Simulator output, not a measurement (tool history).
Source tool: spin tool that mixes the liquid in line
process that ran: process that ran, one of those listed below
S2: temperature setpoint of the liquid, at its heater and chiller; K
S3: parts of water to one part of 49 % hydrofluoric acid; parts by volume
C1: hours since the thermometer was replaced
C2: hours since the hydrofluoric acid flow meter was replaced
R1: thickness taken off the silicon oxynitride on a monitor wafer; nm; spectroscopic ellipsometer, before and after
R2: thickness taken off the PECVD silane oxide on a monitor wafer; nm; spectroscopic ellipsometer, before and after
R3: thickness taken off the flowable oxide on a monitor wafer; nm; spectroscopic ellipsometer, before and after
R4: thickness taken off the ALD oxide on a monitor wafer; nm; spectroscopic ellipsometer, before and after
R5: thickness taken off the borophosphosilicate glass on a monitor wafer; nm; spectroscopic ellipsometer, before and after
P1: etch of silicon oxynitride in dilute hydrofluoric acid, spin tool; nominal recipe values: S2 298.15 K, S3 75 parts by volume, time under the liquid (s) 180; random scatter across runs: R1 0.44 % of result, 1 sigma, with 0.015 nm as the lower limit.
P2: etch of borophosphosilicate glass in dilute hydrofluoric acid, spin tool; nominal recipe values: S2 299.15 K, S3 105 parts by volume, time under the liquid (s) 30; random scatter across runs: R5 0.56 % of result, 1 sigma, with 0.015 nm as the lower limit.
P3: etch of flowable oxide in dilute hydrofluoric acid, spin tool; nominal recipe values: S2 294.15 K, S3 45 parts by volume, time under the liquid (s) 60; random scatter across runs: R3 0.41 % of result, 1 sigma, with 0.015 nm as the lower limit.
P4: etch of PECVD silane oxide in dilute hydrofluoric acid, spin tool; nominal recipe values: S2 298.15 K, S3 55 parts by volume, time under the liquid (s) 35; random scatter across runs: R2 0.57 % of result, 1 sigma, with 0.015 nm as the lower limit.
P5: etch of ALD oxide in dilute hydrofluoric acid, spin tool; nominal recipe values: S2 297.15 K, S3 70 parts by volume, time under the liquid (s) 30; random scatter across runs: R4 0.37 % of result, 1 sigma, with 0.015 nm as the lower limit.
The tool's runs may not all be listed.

run 1 day=0.508 | process_that_ran=P1 S2=298.15 S3=75 time_under_the_liquid_(s)=180 | C1=507.2 C2=104.4 | R1=5.72170
run 2 day=0.983 | process_that_ran=P1 S2=298.15 S3=75 time_under_the_liquid_(s)=180 | C1=518.6 C2=115.8 | R1=5.71180
run 3 day=1.446 | process_that_ran=P4 S2=290.65 S3=55 time_under_the_liquid_(s)=35 | C1=529.7 C2=126.9 | R2=21.460
run 4 day=2.033 | process_that_ran=P3 S2=294.15 S3=70 time_under_the_liquid_(s)=60 | C1=543.8 C2=141.0 | R3=32.318
run 5 day=2.475 | process_that_ran=P3 S2=294.15 S3=45 time_under_the_liquid_(s)=60 | C1=554.4 C2=151.6 | R3=52.268
run 6 day=3.054 | process_that_ran=P1 S2=298.15 S3=75 time_under_the_liquid_(s)=180 | C1=568.3 C2=165.5 | R1=5.74810
run 7 day=3.467 | process_that_ran=P4 S2=298.15 S3=55 time_under_the_liquid_(s)=35 | C1=578.2 C2=175.4 | R2=29.886
run 8 day=4.183 | process_that_ran=P4 S2=298.15 S3=20 time_under_the_liquid_(s)=35 | C1=595.4 C2=192.6 | R2=85.224
run 9 day=4.671 | process_that_ran=P1 S2=298.15 S3=115 time_under_the_liquid_(s)=180 | C1=607.1 C2=204.3 | R1=3.54710
run 10 day=5.142 | process_that_ran=P5 S2=297.15 S3=70 time_under_the_liquid_(s)=30 | C1=618.4 C2=215.6 | R4=7.3088
run 11 day=5.850 | process_that_ran=P1 S2=298.15 S3=20 time_under_the_liquid_(s)=285 | C1=635.4 C2=232.6 | R1=35.14900
run 12 day=6.404 | process_that_ran=P1 S2=303.15 S3=110 time_under_the_liquid_(s)=180 | C1=648.7 C2=245.9 | R1=4.67520
run 13 day=6.812 | process_that_ran=P2 S2=299.15 S3=105 time_under_the_liquid_(s)=15 | C1=658.5 C2=255.7 | R5=5.5982
run 14 day=7.446 | process_that_ran=P1 S2=298.15 S3=75 time_under_the_liquid_(s)=180 | C1=673.7 C2=270.9 | R1=5.70750
run 15 day=7.925 | process_that_ran=P1 S2=292.15 S3=75 time_under_the_liquid_(s)=20 | C1=685.2 C2=282.4 | R1=0.48462
run 16 day=8.279 | process_that_ran=P5 S2=297.15 S3=20 time_under_the_liquid_(s)=30 | C1=693.7 C2=290.9 | R4=27.4490
run 17 day=8.642 | process_that_ran=P5 S2=293.15 S3=70 time_under_the_liquid_(s)=30 | C1=702.4 C2=299.6 | R4=6.2184
run 18 day=9.358 | process_that_ran=P1 S2=298.15 S3=75 time_under_the_liquid_(s)=180 | C1=719.6 C2=316.8 | R1=5.71760
run 19 day=9.867 | process_that_ran=P4 S2=298.15 S3=55 time_under_the_liquid_(s)=15 | C1=731.8 C2=329.0 | R2=12.693
run 20 day=10.379 | process_that_ran=P3 S2=294.15 S3=45 time_under_the_liquid_(s)=60 | C1=744.1 C2=341.3 | R3=52.276
run 21 day=11.025 | process_that_ran=P2 S2=307.15 S3=105 time_under_the_liquid_(s)=30 | C1=759.6 C2=356.8 | R5=15.0780
run 22 day=11.600 | process_that_ran=P3 S2=290.15 S3=45 time_under_the_liquid_(s)=60 | C1=773.4 C2=370.6 | R3=44.018
run 23 day=12.267 | process_that_ran=P1 S2=304.15 S3=75 time_under_the_liquid_(s)=180 | C1=789.4 C2=386.6 | R1=7.54210
run 24 day=12.983 | process_that_ran=P2 S2=299.15 S3=180 time_under_the_liquid_(s)=30 | C1=806.6 C2=403.8 | R5=5.9721
run 25 day=13.588 | process_that_ran=P5 S2=297.15 S3=70 time_under_the_liquid_(s)=55 | C1=821.1 C2=418.3 | R4=13.3640
run 26 day=13.921 | process_that_ran=P1 S2=298.15 S3=75 time_under_the_liquid_(s)=180 | C1=829.1 C2=426.3 | R1=5.65790
run 27 day=14.550 | process_that_ran=P1 S2=298.15 S3=75 time_under_the_liquid_(s)=180 | C1=844.2 C2=441.4 | R1=5.68410
run 28 day=14.904 | process_that_ran=P1 S2=290.65 S3=75 time_under_the_liquid_(s)=180 | C1=852.7 C2=449.9 | R1=3.97160
run 29 day=15.542 | process_that_ran=P3 S2=294.15 S3=45 time_under_the_liquid_(s)=25 | C1=868.0 C2=465.2 | R3=21.592
run 30 day=15.908 | process_that_ran=P1 S2=298.15 S3=20 time_under_the_liquid_(s)=180 | C1=876.8 C2=474.0 | R1=22.32100
run 31 day=16.621 | process_that_ran=P2 S2=299.15 S3=105 time_under_the_liquid_(s)=30 | C1=893.9 C2=491.1 | R5=11.0660
run 32 day=16.992 | process_that_ran=P1 S2=298.15 S3=75 time_under_the_liquid_(s)=15 | C1=902.8 C2=500.0 | R1=0.49019
run 33 day=17.658 | process_that_ran=P1 S2=298.15 S3=75 time_under_the_liquid_(s)=275 | C1=918.8 C2=516.0 | R1=8.70820
run 34 day=18.150 | process_that_ran=P1 S2=298.15 S3=75 time_under_the_liquid_(s)=180 | C1=930.6 C2=527.8 | R1=5.68770
run 35 day=18.688 | process_that_ran=P1 S2=298.15 S3=75 time_under_the_liquid_(s)=180 | C1=943.5 C2=540.7 | R1=5.87030
run 36 day=19.092 | process_that_ran=P1 S2=298.15 S3=75 time_under_the_liquid_(s)=180 | C1=953.2 C2=550.4 | R1=6.01040

For run 37, what comes out?
run 37 day=19.712 | process_that_ran=P1 S2=298.15 S3=75 time_under_the_liquid_(s)=180 | C1=968.1 C2=565.3 | R1=?

Run 37 came out at R1 6.10560 nm.

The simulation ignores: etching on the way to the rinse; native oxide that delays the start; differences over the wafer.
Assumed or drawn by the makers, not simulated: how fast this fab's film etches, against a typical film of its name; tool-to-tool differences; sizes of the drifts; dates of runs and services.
